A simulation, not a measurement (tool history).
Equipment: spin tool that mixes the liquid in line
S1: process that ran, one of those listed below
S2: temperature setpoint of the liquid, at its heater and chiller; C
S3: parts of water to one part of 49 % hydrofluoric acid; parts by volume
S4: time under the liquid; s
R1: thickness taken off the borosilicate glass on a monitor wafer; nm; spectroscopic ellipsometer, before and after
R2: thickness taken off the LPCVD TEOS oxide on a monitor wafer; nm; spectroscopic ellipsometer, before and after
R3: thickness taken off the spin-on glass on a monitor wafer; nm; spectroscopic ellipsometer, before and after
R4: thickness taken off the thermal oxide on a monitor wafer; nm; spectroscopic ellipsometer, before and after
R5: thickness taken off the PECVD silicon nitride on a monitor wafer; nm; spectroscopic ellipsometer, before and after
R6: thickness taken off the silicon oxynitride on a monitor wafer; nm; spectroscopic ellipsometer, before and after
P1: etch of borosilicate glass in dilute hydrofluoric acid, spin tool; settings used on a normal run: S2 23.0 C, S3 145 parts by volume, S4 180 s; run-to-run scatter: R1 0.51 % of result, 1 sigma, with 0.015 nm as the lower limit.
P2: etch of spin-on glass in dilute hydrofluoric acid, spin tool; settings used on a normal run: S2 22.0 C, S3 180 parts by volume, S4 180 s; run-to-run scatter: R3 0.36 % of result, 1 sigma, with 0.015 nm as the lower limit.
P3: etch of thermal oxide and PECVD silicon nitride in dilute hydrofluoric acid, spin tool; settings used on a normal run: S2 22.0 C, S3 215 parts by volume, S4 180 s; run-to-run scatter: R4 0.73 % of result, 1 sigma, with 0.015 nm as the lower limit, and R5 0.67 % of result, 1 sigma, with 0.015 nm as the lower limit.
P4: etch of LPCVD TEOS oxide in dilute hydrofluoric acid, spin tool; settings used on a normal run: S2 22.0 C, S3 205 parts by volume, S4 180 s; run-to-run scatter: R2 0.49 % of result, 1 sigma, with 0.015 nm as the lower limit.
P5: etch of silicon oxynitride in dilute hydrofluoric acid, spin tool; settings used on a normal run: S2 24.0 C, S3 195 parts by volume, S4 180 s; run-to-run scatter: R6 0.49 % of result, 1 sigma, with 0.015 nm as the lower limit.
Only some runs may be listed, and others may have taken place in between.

run 1 day=0.288 | S1=P1 S2=23.0 S3=145 S4=180 | R1=31.630
run 2 day=0.479 | S1=P4 S2=22.0 S3=205 S4=350 | R2=72.488
run 3 day=0.633 | S1=P2 S2=22.0 S3=180 S4=180 | R3=24.8120
run 4 day=0.862 | S1=P1 S2=23.0 S3=145 S4=180 | R1=31.551
run 5 day=1.138 | S1=P4 S2=28.5 S3=205 S4=180 | R2=47.386
run 6 day=1.329 | S1=P3 S2=22.0 S3=215 S4=340 | R4=6.1244 R5=5.9172
run 7 day=1.583 | S1=P1 S2=17.0 S3=95 S4=180 | R1=39.727
run 8 day=1.933 | S1=P2 S2=22.0 S3=180 S4=180 | R3=24.8310
run 9 day=2.112 | S1=P1 S2=23.0 S3=145 S4=180 | R1=31.371
run 10 day=2.321 | S1=P5 S2=24.0 S3=195 S4=355 | R6=8.0523
run 11 day=2.475 | S1=P1 S2=23.0 S3=40 S4=180 | R1=128.690
run 12 day=2.658 | S1=P3 S2=27.5 S3=215 S4=180 | R4=4.0065 R5=4.4638
run 13 day=2.929 | S1=P1 S2=23.0 S3=45 S4=55 | R1=34.552
run 14 day=3.204 | S1=P1 S2=23.0 S3=145 S4=180 | R1=31.052
run 15 day=3.392 | S1=P1 S2=23.0 S3=50 S4=30 | R1=16.920
run 16 day=3.625 | S1=P1 S2=23.0 S3=145 S4=65 | R1=11.304
run 17 day=3.954 | S1=P1 S2=29.0 S3=145 S4=180 | R1=39.026
run 18 day=4.108 | S1=P1 S2=23.0 S3=145 S4=180 | R1=31.575
run 19 day=4.333 | S1=P1 S2=23.0 S3=260 S4=180 | R1=15.461
run 20 day=4.650 | S1=P1 S2=23.0 S3=145 S4=355 | R1=61.329
run 21 day=4.846 | S1=P2 S2=30.5 S3=180 S4=180 | R3=33.6290
run 22 day=5.133 | S1=P3 S2=22.0 S3=380 S4=180 | R4=1.5491 R5=1.7652
run 23 day=5.308 | S1=P3 S2=22.0 S3=215 S4=180 | R4=3.2076 R5=3.1222
run 24 day=5.600 | S1=P5 S2=24.0 S3=195 S4=180 | R6=4.0526
run 25 day=5.929 | S1=P2 S2=22.0 S3=285 S4=180 | R3=14.0900
run 26 day=6.196 | S1=P1 S2=23.0 S3=145 S4=180 | R1=31.259
run 27 day=6.425 | S1=P4 S2=22.0 S3=55 S4=180 | R2=165.790
run 28 day=6.712 | S1=P4 S2=22.0 S3=205 S4=180 | R2=37.112
run 29 day=6.917 | S1=P4 S2=22.0 S3=205 S4=180 | R2=37.763
run 30 day=7.154 | S1=P5 S2=24.0 S3=195 S4=180 | R6=4.0419
run 31 day=7.483 | S1=P1 S2=18.0 S3=145 S4=180 | R1=25.676
run 32 day=7.717 | S1=P5 S2=24.0 S3=360 S4=180 | R6=1.9334
run 33 day=8.067 | S1=P5 S2=30.5 S3=195 S4=180 | R6=5.3489
run 34 day=8.296 | S1=P2 S2=22.0 S3=180 S4=15 | R3=2.0587
run 35 day=8.533 | S1=P1 S2=23.0 S3=145 S4=180 | R1=31.414
run 36 day=8.762 | S1=P1 S2=23.0 S3=145 S4=180 | R1=32.667
run 37 day=9.088 | S1=P1 S2=23.0 S3=145 S4=180 | R1=33.618
run 38 day=9.408 | S1=P1 S2=23.0 S3=145 S4=180 | R1=34.095
run 39 day=9.679 | S1=P1 S2=23.0 S3=145 S4=180 | R1=33.952
run 40 day=9.950 | S1=P1 S2=23.0 S3=145 S4=180 | R1=34.572
run 41 day=10.200 | S1=P1 S2=23.0 S3=145 S4=180 | R1=34.340
run 42 day=10.371 | S1=P1 S2=23.0 S3=145 S4=180 | R1=34.156

The log shows P1 creeping away from where it was. Any of the 2 causes listed here, at the size stated for it, fits the log just as well as the others:
A: liquid hotter than its thermometer reads (K) = 2.42
B: hydrofluoric acid flow above the setpoint (%) = 8.3
The gradual shift began around day 8.533.

Each of the 4 check runs below uses one wafer; its results are left as question marks. Which run tells the causes apart?
run check 1 day=10.542 | S1=P2 S2=25.5 S3=180 S4=180 | R3=?
run check 2 day=10.542 | S1=P5 S2=24.0 S3=345 S4=325 | R6=?
run check 3 day=10.542 | S1=P3 S2=26.0 S3=215 S4=295 | R4=? R5=?
run check 4 day=10.542 | S1=P4 S2=25.0 S3=85 S4=180 | R2=?

What each check would give under each cause:
check=check_1 result=R3 if_A=30.8310 if_B=31.0660
check=check_2 result=R6 if_A=4.0984 if_B=4.0915
check=check_3 result=R4 if_A=6.7224 if_B=6.8086
check=check_3 result=R5 if_A=7.6884 if_B=7.1837
check=check_4 result=R2 if_A=127.680 if_B=126.790
Separation of the two closest causes in each check, using whichever result separates them best: check 1 0.76 %; check 2 0.17 %; check 3 6.79 %; check 4 0.7 %
Check 3 tells the causes apart: in the others they would give nearly the same result.

Check 3 was carried out, with these results: R4 6.8752 nm; R5 7.2422 nm. Which of the listed causes is responsible?

The cause is B: hydrofluoric acid flow above the setpoint (%).
